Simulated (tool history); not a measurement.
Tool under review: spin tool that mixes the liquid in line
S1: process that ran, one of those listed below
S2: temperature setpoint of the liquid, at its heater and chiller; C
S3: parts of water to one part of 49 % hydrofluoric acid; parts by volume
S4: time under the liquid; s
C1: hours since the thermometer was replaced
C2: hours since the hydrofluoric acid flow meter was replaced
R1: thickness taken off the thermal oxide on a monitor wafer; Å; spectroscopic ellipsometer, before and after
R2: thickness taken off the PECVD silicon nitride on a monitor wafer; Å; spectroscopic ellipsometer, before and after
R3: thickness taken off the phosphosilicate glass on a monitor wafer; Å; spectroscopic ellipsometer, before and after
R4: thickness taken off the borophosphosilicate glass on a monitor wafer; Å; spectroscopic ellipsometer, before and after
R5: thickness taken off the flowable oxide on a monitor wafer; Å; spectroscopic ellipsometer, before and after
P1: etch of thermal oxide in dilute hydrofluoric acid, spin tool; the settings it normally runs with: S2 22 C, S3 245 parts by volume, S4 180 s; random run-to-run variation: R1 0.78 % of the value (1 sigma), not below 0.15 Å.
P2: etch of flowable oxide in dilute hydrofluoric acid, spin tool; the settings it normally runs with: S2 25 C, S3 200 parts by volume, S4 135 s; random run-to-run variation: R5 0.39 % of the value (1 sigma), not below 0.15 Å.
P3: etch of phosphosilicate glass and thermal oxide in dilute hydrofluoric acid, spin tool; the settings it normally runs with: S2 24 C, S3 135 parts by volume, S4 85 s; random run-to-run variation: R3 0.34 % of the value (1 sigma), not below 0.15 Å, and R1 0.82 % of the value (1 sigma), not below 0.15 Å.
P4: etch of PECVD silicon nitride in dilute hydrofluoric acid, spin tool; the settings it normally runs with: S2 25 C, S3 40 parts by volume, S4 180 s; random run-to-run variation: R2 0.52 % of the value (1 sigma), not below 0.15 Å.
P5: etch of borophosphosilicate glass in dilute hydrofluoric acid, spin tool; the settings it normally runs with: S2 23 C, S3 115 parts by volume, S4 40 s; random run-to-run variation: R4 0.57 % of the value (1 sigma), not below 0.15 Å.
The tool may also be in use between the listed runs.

run	day	S1	S2	S3	S4	C1	C2	R1	R2	R3	R4	R5
1	0.254	P1	22	245	180	1489.1	1217.4	26.457				
2	0.583	P1	22	155	180	1497	1225.3	45.847				
3	0.742	P4	25	40	180	1500.8	1229.1		80.007			
4	1.079	P1	22	245	180	1508.9	1237.2	26.405				
5	1.383	P3	32	135	85	1516.2	1244.5	36.358		685.08		
6	1.579	P1	22	245	15	1520.9	1249.2	2.3514				
7	1.867	P4	25	40	355	1527.8	1256.1		155.91			
8	2.042	P1	22	440	180	1532	1260.3	12.614				
9	2.292	P4	18	40	180	1538	1266.3		49.14			
10	2.612	P5	27.5	115	40	1545.7	1274				245.7	
11	2.958	P3	24	20	85	1554	1282.3	216.25		3984.6		
12	3.204	P3	24	135	35	1559.9	1288.2	11.16		209.34		
13	3.504	P1	26.5	335	180	1567.1	1295.4	20.33				
14	3.796	P1	27	245	300	1574.1	1302.4	53.697				
15	4.067	P3	24	135	85	1580.6	1308.9	27.116		508.13		
16	4.342	P2	25	200	15	1587.2	1315.5					48.052
17	4.512	P5	23	115	40	1591.3	1319.6				204.48	
18	4.858	P5	23	200	40	1599.6	1327.9				109.19	
# day 5.158: hydrofluoric acid flow meter replaced
19	5.204	P1	28	245	180	1607.9	1.1	32.652				
20	5.408	P1	22	245	180	1612.8	6	26.391				
21	5.704	P1	22	245	335	1619.9	13.1	49.661				
22	5.921	P5	23	115	20	1625.1	18.3				102.93	
23	6.233	P2	25	200	135	1632.6	25.8					433.32
24	6.562	P4	25	75	180	1640.5	33.7		42.893			
25	6.729	P2	25	200	135	1644.5	37.7					434.71
26	6.917	P1	22	245	180	1649	42.2	27.071				
27	7.192	P2	25	270	135	1655.6	48.8					296.73
28	7.396	P2	31.5	200	135	1660.5	53.7					538.85
29	7.575	P1	17	245	180	1664.8	58	22.306				
30	7.825	P1	29	380	180	1670.8	64	19.21				
31	8.067	P1	22	245	180	1676.6	69.8	26.606				
32	8.292	P1	22	245	180	1682	75.2	26.253				
33	8.621	P1	22	245	180	1689.9	83.1	25.307				
34	8.962	P1	22	245	180	1698.1	91.3	25.244				
35	9.158	P1	22	245	180	1702.8	96	24.798				
36	9.317	P1	22	245	180	1706.6	99.8	24.863				
37	9.596	P1	22	245	180	1713.3	106.5	24.444				
38	9.771	P1	22	245	180	1717.5	110.7	24.733				
39	10.058	P1	22	245	180	1724.4	117.6	24.194				
40	10.308	P1	22	245	180	1730.4	123.6	24.688				
41	10.546	P1	22	245	180	1736.1	129.3	24.74				
42	10.871	P1	22	245	180	1743.9	137.1	24.225				

The output of P1 has drifted from where it used to be. Each of the 2 causes below, taken at the size shown beside it, accounts for the log equally well:
A: liquid colder than its thermometer reads (K) = 2.39
B: hydrofluoric acid flow below the setpoint (%) = 6.89
Onset of the creep was near day 8.067.

Consider the 4 single-wafer check runs listed below, results given as question marks: which one distinguishes between the causes by giving clearly different results for each?
check 1	11.196	P2	30.5	200	15							?
check 2	11.196	P4	19.5	40	355				?			
check 3	11.196	P5	23	190	40						?	
check 4	11.196	P3	29.5	135	85			?		?		

If the cause were each of the candidates in turn, the checks would give the following:
check	result	if A	if B
check 1	R5	53.464	53.127
check 2	R2	91.083	100.63
check 3	R4	105.12	105.63
check 4	R1	30.777	30.899
check 4	R3	572	574.27
Per check, the gap between the least separated pair of causes, taken in the result that splits them most: check 1 0.63 %; check 2 9.97 %; check 3 0.48 %; check 4 0.4 %
The other checks would show nearly matching results whichever cause is true, so check 2 is the only one that separates the causes.

Running check 2 produced the following: R2 99.67 Å. Which one of the listed causes fits?

B is the cause: hydrofluoric acid flow below the setpoint (%).
